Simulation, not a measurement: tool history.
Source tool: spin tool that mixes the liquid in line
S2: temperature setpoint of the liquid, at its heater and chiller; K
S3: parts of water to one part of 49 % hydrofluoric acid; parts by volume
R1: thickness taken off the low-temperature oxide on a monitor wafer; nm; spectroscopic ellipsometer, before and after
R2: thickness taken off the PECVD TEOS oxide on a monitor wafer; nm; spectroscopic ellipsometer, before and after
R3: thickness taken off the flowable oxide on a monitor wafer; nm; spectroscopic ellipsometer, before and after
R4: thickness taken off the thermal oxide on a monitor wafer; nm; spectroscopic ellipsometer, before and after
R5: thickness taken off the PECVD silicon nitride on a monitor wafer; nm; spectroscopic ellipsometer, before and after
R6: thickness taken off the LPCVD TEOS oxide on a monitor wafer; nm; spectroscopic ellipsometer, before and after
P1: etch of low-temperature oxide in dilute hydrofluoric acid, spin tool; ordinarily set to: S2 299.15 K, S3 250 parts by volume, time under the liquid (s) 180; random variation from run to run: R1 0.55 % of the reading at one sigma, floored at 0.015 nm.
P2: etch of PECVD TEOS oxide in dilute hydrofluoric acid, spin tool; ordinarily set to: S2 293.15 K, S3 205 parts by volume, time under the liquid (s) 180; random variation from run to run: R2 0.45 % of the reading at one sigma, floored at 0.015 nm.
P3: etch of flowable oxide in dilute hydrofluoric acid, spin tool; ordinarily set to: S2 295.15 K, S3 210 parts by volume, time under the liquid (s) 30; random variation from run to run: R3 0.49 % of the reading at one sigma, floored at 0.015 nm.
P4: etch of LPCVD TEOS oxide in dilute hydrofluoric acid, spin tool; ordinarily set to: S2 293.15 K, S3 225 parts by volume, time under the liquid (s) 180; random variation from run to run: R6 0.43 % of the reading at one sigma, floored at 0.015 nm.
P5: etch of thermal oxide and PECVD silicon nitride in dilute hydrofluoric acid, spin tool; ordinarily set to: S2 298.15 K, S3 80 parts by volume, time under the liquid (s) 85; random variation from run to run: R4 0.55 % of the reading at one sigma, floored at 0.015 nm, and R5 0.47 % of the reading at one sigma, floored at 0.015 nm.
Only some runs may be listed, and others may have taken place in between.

{"run": 1, "hour": 6.9, "process that ran": "P1", "S2": 299.15, "S3": 250, "time under the liquid (s)": 180, "R1": 7.0842}
{"run": 2, "hour": 18.0, "process that ran": "P1", "S2": 299.15, "S3": 250, "time under the liquid (s)": 180, "R1": 7.0239}
{"run": 3, "hour": 28.1, "process that ran": "P2", "S2": 293.15, "S3": 205, "time under the liquid (s)": 180, "R2": 14.136}
{"run": 4, "hour": 36.8, "process that ran": "P1", "S2": 299.15, "S3": 60, "time under the liquid (s)": 55, "R1": 11.143}
{"run": 5, "hour": 41.8, "process that ran": "P3", "S2": 295.15, "S3": 210, "time under the liquid (s)": 30, "R3": 4.3316}
{"run": 6, "hour": 51.2, "process that ran": "P1", "S2": 299.15, "S3": 250, "time under the liquid (s)": 180, "R1": 6.9894}
{"run": 7, "hour": 57.0, "process that ran": "P5", "S2": 298.15, "S3": 130, "time under the liquid (s)": 85, "R4": 3.2249, "R5": 4.0347}
{"run": 8, "hour": 63.1, "process that ran": "P1", "S2": 294.15, "S3": 250, "time under the liquid (s)": 180, "R1": 5.87}
{"run": 9, "hour": 70.4, "process that ran": "P1", "S2": 303.15, "S3": 250, "time under the liquid (s)": 180, "R1": 8.0045}
{"run": 10, "hour": 78.8, "process that ran": "P3", "S2": 295.15, "S3": 210, "time under the liquid (s)": 15, "R3": 2.1391}
{"run": 11, "hour": 88.8, "process that ran": "P2", "S2": 290.15, "S3": 205, "time under the liquid (s)": 180, "R2": 12.6}
{"run": 12, "hour": 94.6, "process that ran": "P3", "S2": 302.15, "S3": 210, "time under the liquid (s)": 30, "R3": 5.5291}
{"run": 13, "hour": 103.5, "process that ran": "P5", "S2": 291.65, "S3": 80, "time under the liquid (s)": 85, "R4": 4.3268, "R5": 4.1715}
{"run": 14, "hour": 112.0, "process that ran": "P4", "S2": 301.15, "S3": 225, "time under the liquid (s)": 180, "R6": 27.979}
{"run": 15, "hour": 118.4, "process that ran": "P2", "S2": 293.15, "S3": 355, "time under the liquid (s)": 180, "R2": 7.1726}
{"run": 16, "hour": 127.6, "process that ran": "P1", "S2": 299.15, "S3": 250, "time under the liquid (s)": 60, "R1": 2.3211}
{"run": 17, "hour": 134.8, "process that ran": "P1", "S2": 299.15, "S3": 365, "time under the liquid (s)": 270, "R1": 6.4715}
{"run": 18, "hour": 143.6, "process that ran": "P1", "S2": 299.15, "S3": 45, "time under the liquid (s)": 180, "R1": 49.735}
{"run": 19, "hour": 153.5, "process that ran": "P1", "S2": 299.15, "S3": 250, "time under the liquid (s)": 180, "R1": 7.0284}
{"run": 20, "hour": 163.1, "process that ran": "P2", "S2": 293.15, "S3": 205, "time under the liquid (s)": 40, "R2": 3.1642}
{"run": 21, "hour": 174.3, "process that ran": "P4", "S2": 293.15, "S3": 225, "time under the liquid (s)": 180, "R6": 21.025}
{"run": 22, "hour": 184.3, "process that ran": "P1", "S2": 299.15, "S3": 450, "time under the liquid (s)": 180, "R1": 3.1873}
{"run": 23, "hour": 193.2, "process that ran": "P4", "S2": 293.15, "S3": 225, "time under the liquid (s)": 335, "R6": 39.527}
{"run": 24, "hour": 204.2, "process that ran": "P1", "S2": 299.15, "S3": 55, "time under the liquid (s)": 65, "R1": 14.641}
{"hour": 206.4, "done": "hydrofluoric acid flow meter replaced"}
{"run": 25, "hour": 215.0, "process that ran": "P1", "S2": 299.15, "S3": 250, "time under the liquid (s)": 360, "R1": 13.911}
{"run": 26, "hour": 223.3, "process that ran": "P4", "S2": 293.15, "S3": 330, "time under the liquid (s)": 180, "R6": 13.117}
{"run": 27, "hour": 231.3, "process that ran": "P3", "S2": 295.15, "S3": 210, "time under the liquid (s)": 30, "R3": 4.2829}
{"run": 28, "hour": 236.6, "process that ran": "P5", "S2": 298.15, "S3": 80, "time under the liquid (s)": 85, "R4": 5.5982, "R5": 6.5913}
{"run": 29, "hour": 246.1, "process that ran": "P4", "S2": 293.15, "S3": 225, "time under the liquid (s)": 180, "R6": 20.933}
{"run": 30, "hour": 251.8, "process that ran": "P5", "S2": 298.15, "S3": 80, "time under the liquid (s)": 45, "R4": 2.9538, "R5": 3.5084}
{"run": 31, "hour": 263.1, "process that ran": "P3", "S2": 295.15, "S3": 375, "time under the liquid (s)": 30, "R3": 2.0789}
{"run": 32, "hour": 273.8, "process that ran": "P1", "S2": 299.15, "S3": 250, "time under the liquid (s)": 180, "R1": 7.0175}
{"run": 33, "hour": 283.4, "process that ran": "P1", "S2": 299.15, "S3": 250, "time under the liquid (s)": 180, "R1": 6.7922}
{"run": 34, "hour": 293.3, "process that ran": "P1", "S2": 299.15, "S3": 250, "time under the liquid (s)": 180, "R1": 6.7017}
{"run": 35, "hour": 301.5, "process that ran": "P1", "S2": 299.15, "S3": 250, "time under the liquid (s)": 180, "R1": 6.5966}
{"run": 36, "hour": 311.7, "process that ran": "P1", "S2": 299.15, "S3": 250, "time under the liquid (s)": 180, "R1": 6.5893}
{"run": 37, "hour": 316.6, "process that ran": "P1", "S2": 299.15, "S3": 250, "time under the liquid (s)": 180, "R1": 6.6082}
{"run": 38, "hour": 322.5, "process that ran": "P1", "S2": 299.15, "S3": 250, "time under the liquid (s)": 180, "R1": 6.5273}
{"run": 39, "hour": 333.8, "process that ran": "P1", "S2": 299.15, "S3": 250, "time under the liquid (s)": 180, "R1": 6.4803}
{"run": 40, "hour": 344.8, "process that ran": "P1", "S2": 299.15, "S3": 250, "time under the liquid (s)": 180, "R1": 6.4484}
{"run": 41, "hour": 351.0, "process that ran": "P1", "S2": 299.15, "S3": 250, "time under the liquid (s)": 180, "R1": 6.5045}
{"run": 42, "hour": 360.7, "process that ran": "P1", "S2": 299.15, "S3": 250, "time under the liquid (s)": 180, "R1": 6.4883}
{"run": 43, "hour": 371.6, "process that ran": "P1", "S2": 299.15, "S3": 250, "time under the liquid (s)": 180, "R1": 6.44}

P1 has crept away from where it was. The log is fitted equally well by each of these 2 causes, at the sizes shown:
A: hydrofluoric acid flow below the setpoint (%) = 6.22
B: liquid colder than its thermometer reads (K) = 2.31
The onset of the drift is placed at about hour 273.8.

Each of the 4 check runs below uses one wafer; its results are left as question marks. Which run tells the causes apart?
{"run": "check 1", "hour": 382.5, "process that ran": "P4", "S2": 300.65, "S3": 305, "time under the liquid (s)": 180, "R6": "?"}
{"run": "check 2", "hour": 382.5, "process that ran": "P2", "S2": 293.15, "S3": 345, "time under the liquid (s)": 180, "R2": "?"}
{"run": "check 3", "hour": 382.5, "process that ran": "P3", "S2": 295.15, "S3": 355, "time under the liquid (s)": 30, "R3": "?"}
{"run": "check 4", "hour": 382.5, "process that ran": "P5", "S2": 292.65, "S3": 105, "time under the liquid (s)": 85, "R4": "?", "R5": "?"}

If the cause were each of the candidates in turn, the checks would give the following:
check=check_1 result=R6 if_A=17.206 if_B=17.334
check=check_2 result=R2 if_A=6.8084 if_B=6.8093
check=check_3 result=R3 if_A=2.0319 if_B=2.0400
check=check_4 result=R4 if_A=3.0650 if_B=2.9916
check=check_4 result=R5 if_A=3.2418 if_B=2.9434
Per check, the gap between the least separated pair of causes, taken in the result that splits them most: check 1 0.74 %; check 2 0.01 %; check 3 0.4 %; check 4 9.66 %
The other checks would show nearly matching results whichever cause is true, so check 4 is the only one that separates the causes.

The results of check 4 are: R4 2.9920 nm; R5 2.9445 nm. Based on these, which of the listed causes is it?

B is the cause: liquid colder than its thermometer reads (K).
